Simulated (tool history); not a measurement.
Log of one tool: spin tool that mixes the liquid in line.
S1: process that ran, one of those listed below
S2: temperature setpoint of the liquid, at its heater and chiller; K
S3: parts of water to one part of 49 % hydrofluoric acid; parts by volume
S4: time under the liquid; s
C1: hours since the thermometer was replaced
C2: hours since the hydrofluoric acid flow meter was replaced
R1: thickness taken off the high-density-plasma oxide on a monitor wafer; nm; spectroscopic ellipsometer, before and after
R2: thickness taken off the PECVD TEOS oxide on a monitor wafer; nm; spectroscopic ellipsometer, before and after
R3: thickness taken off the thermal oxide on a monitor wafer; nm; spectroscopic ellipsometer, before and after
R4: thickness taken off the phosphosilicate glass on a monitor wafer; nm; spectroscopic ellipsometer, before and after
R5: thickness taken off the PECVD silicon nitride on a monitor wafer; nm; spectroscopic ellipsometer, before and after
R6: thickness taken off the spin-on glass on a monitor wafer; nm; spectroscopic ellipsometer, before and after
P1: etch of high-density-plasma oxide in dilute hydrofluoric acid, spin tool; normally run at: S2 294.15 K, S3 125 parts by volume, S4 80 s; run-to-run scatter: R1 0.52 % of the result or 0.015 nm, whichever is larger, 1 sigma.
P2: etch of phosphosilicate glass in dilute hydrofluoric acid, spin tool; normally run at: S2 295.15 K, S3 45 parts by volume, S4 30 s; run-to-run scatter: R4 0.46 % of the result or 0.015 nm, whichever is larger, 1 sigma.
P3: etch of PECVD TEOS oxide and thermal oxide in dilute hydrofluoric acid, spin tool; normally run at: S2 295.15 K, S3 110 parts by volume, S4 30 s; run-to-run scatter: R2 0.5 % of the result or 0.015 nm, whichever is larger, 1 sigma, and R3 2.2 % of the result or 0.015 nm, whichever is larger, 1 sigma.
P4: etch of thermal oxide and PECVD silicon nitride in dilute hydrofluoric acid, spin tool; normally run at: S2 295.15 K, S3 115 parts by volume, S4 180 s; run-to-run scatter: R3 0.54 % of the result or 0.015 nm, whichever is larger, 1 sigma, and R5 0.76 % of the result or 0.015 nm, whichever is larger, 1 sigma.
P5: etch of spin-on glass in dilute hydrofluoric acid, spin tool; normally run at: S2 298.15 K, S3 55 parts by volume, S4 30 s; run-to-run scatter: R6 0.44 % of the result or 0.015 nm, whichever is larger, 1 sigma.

run    day  S1      S2   S3   S4      C1     C2       R1      R2       R3      R4      R5      R6
  1  0.162  P1  294.15  125   80  1690.7  133.2   4.8268
  2  0.383  P1  294.15  125   80    1696  138.5   4.8375
  3  0.488  P1  294.15  125   80  1698.5    141   4.8388
  4  0.692  P3  295.15  110   15  1703.4  145.9           3.4291  0.57854
  5  0.904  P1  294.15  125  140  1708.5    151    8.413
  6  1.033  P2  295.15   45   30  1711.6  154.1                            138.09
  7  1.225  P1  290.15  190   80  1716.2  158.7   2.5511
  8    1.4  P4  295.15  115  180  1720.4  162.9                    6.4746          3.3009
  9  1.558  P3  295.15  110   30  1724.2  166.7           6.8962   1.1756
 10  1.658  P5  298.15  100   30  1726.6  169.1                                            16.131
 11  1.846  P5  305.65   55   30  1731.1  173.6                                            41.953
 12  2.021  P4  295.15   20  180  1735.3  177.8                    42.247          17.945
 13  2.162  P3  295.15   50   30  1738.7  181.2           16.267   2.5891
 14  2.304  P1  294.15  125   80  1742.1  184.6   4.8684
 15  2.492  P5  298.15   55   15  1746.6  189.1                                            15.627
 16  2.688  P1  294.15  125   80  1751.3  193.8    4.815
 17  2.796  P1  294.15   75   80  1753.9  196.4   8.5865
 18  2.979  P1  294.15  220   80  1758.3  200.8   2.4483
 19  3.104  P1  294.15  125   15  1761.3  203.8  0.93262
 20  3.329  P4  295.15  115  360  1766.7  209.2                    13.122          6.5782
 21  3.496  P5  298.15   55   30  1770.7  213.2                                            31.129
     3.546  -- hydrofluoric acid flow meter replaced
 22  3.604  P5  298.15   55   30  1773.3    1.5                                            31.517
 23  3.725  P4  290.15  115  180  1776.2    4.4                    5.2382           2.361
 24  3.842  P3  299.15  110   30    1779    7.2           8.0852   1.3259
 25   4.05  P2  295.15   45   15    1784   12.2                            68.661
      4.25  -- thermometer replaced
 26  4.258  P1  300.15  125   80     0.3   17.2   6.1419
 27  4.442  P2  295.15   65   30     4.7   21.6                             92.97
 28  4.621  P1  290.15  125   80       9   25.9   4.0974
 29  4.725  P2  290.15   45   30    11.5   28.4                             111.6
 30  4.904  P1  294.15  125   80    15.8   32.7   4.8308
 31  5.092  P1  294.15  125   80    20.3   37.2   4.6465
 32  5.246  P1  294.15  125   80      24   40.9   4.5361
 33  5.379  P1  294.15  125   80    27.2   44.1   4.4888
 34  5.546  P1  294.15  125   80    31.2   48.1   4.4519
 35  5.754  P1  294.15  125   80    36.2   53.1   4.4212
 36  5.875  P1  294.15  125   80    39.1     56   4.4153
 37  6.067  P1  294.15  125   80    43.7   60.6   4.3808
 38  6.204  P1  294.15  125   80      47   63.9    4.358
 39  6.329  P1  294.15  125   80      50   66.9   4.4145

What P1 gives has crept away from where it was. These 2 causes fit the log equally well, each at the size given:
A: hydrofluoric acid flow below the setpoint (%) = 8.27
B: liquid colder than its thermometer reads (K) = 2.44
The creep began at about day 4.904.

4 check runs are offered, one wafer each, their results left as question marks. Which one tells the causes apart?
check 1  6.454  P2  295.15   65   15                       ?
check 2  6.454  P4  290.15  115  355                   ?       ?
check 3  6.454  P5  301.65   95   30                               ?
check 4  6.454  P3  295.15   75   15               ?   ?

What each check would give under each cause:
  check  result     if A     if B
check 1      R4   42.409   42.055
check 2      R3   9.4924    9.432
check 2      R5   4.2568   3.8999
check 3      R6   17.806   17.873
check 4      R2   4.8123   4.7801
check 4      R3  0.79285  0.78754
How far apart the two closest causes lie, in the result that separates them most: check 1 0.84 %; check 2 8.76 %; check 3 0.38 %; check 4 0.67 %
Only check 2 tells the causes apart: in the others they would give nearly the same result.

Check 2 was then run and gave: R3 9.4733 nm; R5 4.2204 nm. Which cause is it?

It is A: hydrofluoric acid flow below the setpoint (%).
